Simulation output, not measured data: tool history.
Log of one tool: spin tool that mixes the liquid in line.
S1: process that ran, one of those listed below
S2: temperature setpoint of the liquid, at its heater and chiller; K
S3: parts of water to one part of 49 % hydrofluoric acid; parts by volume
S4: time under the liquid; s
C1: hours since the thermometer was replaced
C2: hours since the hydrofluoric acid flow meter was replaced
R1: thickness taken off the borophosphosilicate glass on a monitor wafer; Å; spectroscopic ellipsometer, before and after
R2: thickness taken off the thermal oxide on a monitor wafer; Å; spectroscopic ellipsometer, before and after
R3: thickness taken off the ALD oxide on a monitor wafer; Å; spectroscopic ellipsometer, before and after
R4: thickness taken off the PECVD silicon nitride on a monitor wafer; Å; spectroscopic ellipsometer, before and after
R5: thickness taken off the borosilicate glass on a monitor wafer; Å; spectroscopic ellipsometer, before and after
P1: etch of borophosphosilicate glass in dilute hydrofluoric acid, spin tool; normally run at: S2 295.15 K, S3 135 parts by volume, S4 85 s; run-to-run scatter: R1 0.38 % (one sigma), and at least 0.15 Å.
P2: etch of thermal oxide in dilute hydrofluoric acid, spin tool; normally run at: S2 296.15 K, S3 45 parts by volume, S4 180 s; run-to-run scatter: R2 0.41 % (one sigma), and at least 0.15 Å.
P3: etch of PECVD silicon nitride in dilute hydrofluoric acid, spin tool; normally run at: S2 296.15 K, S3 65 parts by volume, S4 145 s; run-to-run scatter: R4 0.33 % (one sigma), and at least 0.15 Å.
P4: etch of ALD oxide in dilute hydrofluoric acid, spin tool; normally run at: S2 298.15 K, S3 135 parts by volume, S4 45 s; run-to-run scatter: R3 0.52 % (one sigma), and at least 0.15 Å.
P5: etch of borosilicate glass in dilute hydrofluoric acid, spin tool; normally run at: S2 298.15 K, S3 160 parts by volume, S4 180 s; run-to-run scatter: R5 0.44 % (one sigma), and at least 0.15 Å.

Run 1, day 0.246: S1 P1, S2 295.15 K, S3 135 parts by volume, S4 85 s; C1 1040.9; C2 1166.5. Result: R1 221.400 Å.
Run 2, day 0.488: S1 P2, S2 296.15 K, S3 45 parts by volume, S4 75 s; C1 1046.7; C2 1172.3. Result: R2 78.591 Å.
Run 3, day 0.738: S1 P4, S2 298.15 K, S3 135 parts by volume, S4 75 s; C1 1052.7; C2 1178.3. Result: R3 126.680 Å.
Run 4, day 1.142: S1 P1, S2 295.15 K, S3 135 parts by volume, S4 85 s; C1 1062.4; C2 1188.0. Result: R1 222.880 Å.
Run 5, day 1.446: S1 P1, S2 295.15 K, S3 135 parts by volume, S4 35 s; C1 1069.7; C2 1195.3. Result: R1 92.129 Å.
Run 6, day 1.804: S1 P2, S2 296.15 K, S3 45 parts by volume, S4 180 s; C1 1078.3; C2 1203.9. Result: R2 188.490 Å.
Run 7, day 2.100: S1 P2, S2 296.15 K, S3 45 parts by volume, S4 180 s; C1 1085.4; C2 1211.0. Result: R2 188.560 Å.
Run 8, day 2.517: S1 P1, S2 295.15 K, S3 135 parts by volume, S4 85 s; C1 1095.4; C2 1221.0. Result: R1 221.920 Å.
Run 9, day 2.842: S1 P1, S2 295.15 K, S3 135 parts by volume, S4 85 s; C1 1103.2; C2 1228.8. Result: R1 222.210 Å.
Run 10, day 3.075: S1 P1, S2 295.15 K, S3 215 parts by volume, S4 85 s; C1 1108.8; C2 1234.4. Result: R1 128.040 Å.
Run 11, day 3.388: S1 P1, S2 295.15 K, S3 30 parts by volume, S4 85 s; C1 1116.3; C2 1241.9. Result: R1 1135.700 Å.
Run 12, day 3.658: S1 P3, S2 296.15 K, S3 65 parts by volume, S4 145 s; C1 1122.8; C2 1248.4. Result: R4 66.8730 Å.
Run 13, day 3.954: S1 P5, S2 298.15 K, S3 160 parts by volume, S4 180 s; C1 1129.9; C2 1255.5. Result: R5 191.92 Å.
Run 14, day 4.346: S1 P1, S2 295.15 K, S3 135 parts by volume, S4 85 s; C1 1139.3; C2 1264.9. Result: R1 221.810 Å.
Run 15, day 4.754: S1 P2, S2 296.15 K, S3 30 parts by volume, S4 180 s; C1 1149.1; C2 1274.7. Result: R2 288.050 Å.
Run 16, day 4.971: S1 P4, S2 298.15 K, S3 135 parts by volume, S4 45 s; C1 1154.3; C2 1279.9. Result: R3 76.553 Å.
Run 17, day 5.396: S1 P3, S2 291.15 K, S3 65 parts by volume, S4 145 s; C1 1164.5; C2 1290.1. Result: R4 46.9850 Å.
Run 18, day 5.612: S1 P4, S2 298.15 K, S3 240 parts by volume, S4 45 s; C1 1169.7; C2 1295.3. Result: R3 38.112 Å.
Run 19, day 5.871: S1 P1, S2 295.15 K, S3 135 parts by volume, S4 85 s; C1 1175.9; C2 1301.5. Result: R1 221.820 Å.
Run 20, day 6.279: S1 P1, S2 290.15 K, S3 135 parts by volume, S4 85 s; C1 1185.7; C2 1311.3. Result: R1 181.790 Å.
Run 21, day 6.638: S1 P5, S2 298.15 K, S3 160 parts by volume, S4 180 s; C1 1194.3; C2 1319.9. Result: R5 191.42 Å.
Run 22, day 6.921: S1 P3, S2 296.15 K, S3 65 parts by volume, S4 15 s; C1 1201.1; C2 1326.7. Result: R4 6.8934 Å.
Run 23, day 7.346: S1 P3, S2 296.15 K, S3 90 parts by volume, S4 145 s; C1 1211.3; C2 1336.9. Result: R4 48.1750 Å.
Run 24, day 7.638: S1 P5, S2 298.15 K, S3 230 parts by volume, S4 180 s; C1 1218.3; C2 1343.9. Result: R5 122.94 Å.
Run 25, day 7.929: S1 P5, S2 294.15 K, S3 160 parts by volume, S4 180 s; C1 1225.3; C2 1350.9. Result: R5 163.11 Å.
Run 26, day 8.262: S1 P4, S2 303.65 K, S3 135 parts by volume, S4 45 s; C1 1233.3; C2 1358.9. Result: R3 94.047 Å.
Run 27, day 8.617: S1 P4, S2 298.15 K, S3 135 parts by volume, S4 45 s; C1 1241.8; C2 1367.4. Result: R3 75.415 Å.

Run 28 comes next. What will it give?
Run 28, day 8.838: S1 P2, S2 290.15 K, S3 45 parts by volume, S4 180 s; C1 1247.1; C2 1372.7. Result: R2 ?.

{"run 28": {"R2": 146.09}}

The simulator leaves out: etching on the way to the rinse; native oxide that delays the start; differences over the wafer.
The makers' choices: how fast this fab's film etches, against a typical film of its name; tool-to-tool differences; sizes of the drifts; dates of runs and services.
